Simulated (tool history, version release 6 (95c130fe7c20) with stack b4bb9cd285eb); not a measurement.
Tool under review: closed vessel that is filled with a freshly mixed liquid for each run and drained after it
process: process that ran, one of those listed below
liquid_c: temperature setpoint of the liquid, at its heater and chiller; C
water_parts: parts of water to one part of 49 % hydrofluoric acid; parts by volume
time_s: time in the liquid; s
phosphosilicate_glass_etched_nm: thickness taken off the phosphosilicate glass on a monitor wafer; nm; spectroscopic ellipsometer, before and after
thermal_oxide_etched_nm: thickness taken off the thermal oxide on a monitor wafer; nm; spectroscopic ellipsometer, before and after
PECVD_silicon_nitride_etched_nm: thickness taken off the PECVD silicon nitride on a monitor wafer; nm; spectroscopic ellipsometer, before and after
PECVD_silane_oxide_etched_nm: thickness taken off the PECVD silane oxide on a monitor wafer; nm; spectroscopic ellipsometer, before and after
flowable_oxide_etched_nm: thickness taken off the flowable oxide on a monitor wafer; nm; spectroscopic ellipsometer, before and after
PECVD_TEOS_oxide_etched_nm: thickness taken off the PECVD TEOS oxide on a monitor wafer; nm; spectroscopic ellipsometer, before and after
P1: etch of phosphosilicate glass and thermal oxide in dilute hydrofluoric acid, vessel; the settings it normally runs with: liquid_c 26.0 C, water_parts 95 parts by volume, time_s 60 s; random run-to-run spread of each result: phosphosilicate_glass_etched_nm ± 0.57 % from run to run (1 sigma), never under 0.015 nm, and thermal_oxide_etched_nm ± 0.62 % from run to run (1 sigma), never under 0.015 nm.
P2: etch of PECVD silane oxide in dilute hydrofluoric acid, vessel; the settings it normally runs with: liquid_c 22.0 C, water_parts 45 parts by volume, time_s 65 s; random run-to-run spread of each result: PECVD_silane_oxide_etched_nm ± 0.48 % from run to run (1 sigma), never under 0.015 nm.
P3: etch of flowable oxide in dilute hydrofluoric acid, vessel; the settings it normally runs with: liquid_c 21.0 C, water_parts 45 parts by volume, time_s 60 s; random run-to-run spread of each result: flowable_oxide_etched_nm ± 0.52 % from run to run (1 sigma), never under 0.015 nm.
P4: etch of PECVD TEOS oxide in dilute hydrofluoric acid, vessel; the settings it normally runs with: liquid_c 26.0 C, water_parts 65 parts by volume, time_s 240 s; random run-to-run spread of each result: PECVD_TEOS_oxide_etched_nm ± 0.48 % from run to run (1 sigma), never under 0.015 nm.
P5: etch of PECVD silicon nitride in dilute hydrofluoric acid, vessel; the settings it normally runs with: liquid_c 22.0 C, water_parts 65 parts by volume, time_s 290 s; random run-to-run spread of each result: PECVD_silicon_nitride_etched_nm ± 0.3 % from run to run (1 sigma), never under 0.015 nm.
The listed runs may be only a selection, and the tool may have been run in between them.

run   hour  process  liquid_c  water_parts  time_s  hours since the thermometer was replaced  hours since the hydrofluoric acid flow meter was replaced  phosphosilicate_glass_etched_nm  thermal_oxide_etched_nm  PECVD_silicon_nitride_etched_nm  PECVD_silane_oxide_etched_nm  flowable_oxide_etched_nm  PECVD_TEOS_oxide_etched_nm
  1    4.8       P1      26.0           95      60                                     388.9                                                      769.8                          135.600                   3.1571
  2    9.7       P1      26.0           95      60                                     393.8                                                      774.7                          135.750                   3.1662
  3   16.3       P1      26.0           30      60                                     400.4                                                      781.3                          471.780                  10.9910
  4   20.4       P5      22.0           65     290                                     404.5                                                      785.4                                                                                    14.4170
  5   27.6       P5      17.0           65     290                                     411.7                                                      792.6                                                                                    10.1080
  6   31.5       P1      26.0           95      60                                     415.6                                                      796.5                          135.270                   3.2184
  7   38.6       P2      22.0           45      30                                     422.7                                                      803.6                                                                                                                   12.928
  8   44.1       P3      21.0           45      60                                     428.2                                                      809.1                                                                                                                                             85.238
  9   48.9       P1      30.0           95      60                                     433.0                                                      813.9                          157.960                   3.6575
 10   53.9       P2      22.0           80      65                                     438.0                                                      818.9                                                                                                                   14.936
 11   59.8       P1      26.0          135      60                                     443.9                                                      824.8                           90.379                   2.0894
 12   65.7       P5      22.0           65     290                                     449.8                                                      830.7                                                                                    14.3040
 13   71.6       P1      26.0           95      60                                     455.7                                                      836.6                          134.310                   3.1216
 14   76.3       P2      22.0           45      65                                     460.4                                                      841.3                                                                                                                   28.060
 15   81.5       P1      29.5           95     100                                     465.6                                                      846.5                          258.230                   6.0604
 16   85.3       P1      18.0          150      60                                     469.4                                                      850.3                           58.440                   1.3449
 17   89.4       P1      26.0           95      60                                     473.5                                                      854.4                          136.170                   3.1650
 18   95.0       P4      26.0           65      30                                     479.1                                                      860.0                                                                                                                                                                         6.0629
 19  102.4       P5      22.0          100     290                                     486.5                                                      867.4                                                                                     9.3683
 20  109.8       P1      18.0           95      60                                     493.9                                                      874.8                           98.157                   2.3000
 21  115.9       P2      17.0           45      65                                     500.0                                                      880.9                                                                                                                   22.486
 22  120.4       P3      21.0           45     100                                     504.5                                                      885.4                                                                                                                                            141.690
 23  125.4       P4      19.5           65     240                                     509.5                                                      890.4                                                                                                                                                                        37.2520
 24  131.3       P3      21.0           75      60                                     515.4                                                      896.3                                                                                                                                             49.157
 25  135.8       P1      26.0           95      60                                     519.9                                                      900.8                          136.050                   3.1357
 26  140.9       P4      26.0           65     240                                     525.0                                                      905.9                                                                                                                                                                        48.4330
 27  148.2       P3      17.0           45      60                                     532.3                                                      913.2                                                                                                                                             71.864
 28  154.7       P5      22.0           65     490                                     538.8                                                      919.7                                                                                    24.0900
 29  158.4       P4      26.0           30     240                                     542.5                                                      923.4                                                                                                                                                                       110.2800
 30  163.1       P1      26.0           95      30                                     547.2                                                      928.1                           67.706                   1.5785
 31  168.9       P1      26.0           95      95                                     553.0                                                      933.9                          215.190                   5.0064
 32  175.1       P1      26.0           95      60                                     559.2                                                      940.1                          134.680                   3.1799
 33  180.5       P1      26.0           95      60                                     564.6                                                      945.5                          131.240                   3.1012
 34  187.4       P1      26.0           95      60                                     571.5                                                      952.4                          128.460                   3.0126
 35  194.7       P1      26.0           95      60                                     578.8                                                      959.7                          126.930                   2.9579
 36  198.8       P1      26.0           95      60                                     582.9                                                      963.8                          126.290                   2.9372
 37  202.1       P1      26.0           95      60                                     586.2                                                      967.1                          126.620                   2.9703
 38  209.3       P1      26.0           95      60                                     593.4                                                      974.3                          126.090                   2.9694
 39  214.3       P1      26.0           95      60                                     598.4                                                      979.3                          125.720                   2.9033
 40  218.3       P1      26.0           95      60                                     602.4                                                      983.3                          125.010                   2.8871
 41  223.7       P1      26.0           95      60                                     607.8                                                      988.7                          125.830                   2.9117

The log shows P1 creeping away from where it was. Any of the 2 causes listed here, at the size stated for it, fits the log just as well as the others:
A: liquid colder than its thermometer reads (K) = 1.96
B: hydrofluoric acid flow below the setpoint (%) = 6.59
The process output started creeping at around hour 175.1.

4 check runs are offered, one wafer each, their results left as question marks. Which one tells the causes apart?
check 1  229.1       P2      22.0           75      65                                                                                                                                                                                                                             ?
check 2  229.1       P3      21.0           75      95                                                                                                                                                                                                                                                       ?
check 3  229.1       P5      17.0           65     290                                                                                                                                                                                               ?
check 4  229.1       P4      26.0           30      50                                                                                                                                                                                                                                                                                   ?

Outcome of each check run for each possible cause:
  check                           result     if A     if B
check 1     PECVD_silane_oxide_etched_nm   14.985   15.083
check 2         flowable_oxide_etched_nm   72.024   72.559
check 3  PECVD_silicon_nitride_etched_nm   8.7904   9.4594
check 4       PECVD_TEOS_oxide_etched_nm  21.1010  21.3160
How far apart the two closest causes lie, in the result that separates them most: check 1 0.66 %; check 2 0.74 %; check 3 7.34 %; check 4 1.01 %
The causes can be told apart only by check 3. The other checks would give nearly the same results under each of them.

With check 3 done, the readings were: PECVD_silicon_nitride_etched_nm 8.7850 nm. Identify which of the listed causes applies.

The cause is A: liquid colder than its thermometer reads (K).

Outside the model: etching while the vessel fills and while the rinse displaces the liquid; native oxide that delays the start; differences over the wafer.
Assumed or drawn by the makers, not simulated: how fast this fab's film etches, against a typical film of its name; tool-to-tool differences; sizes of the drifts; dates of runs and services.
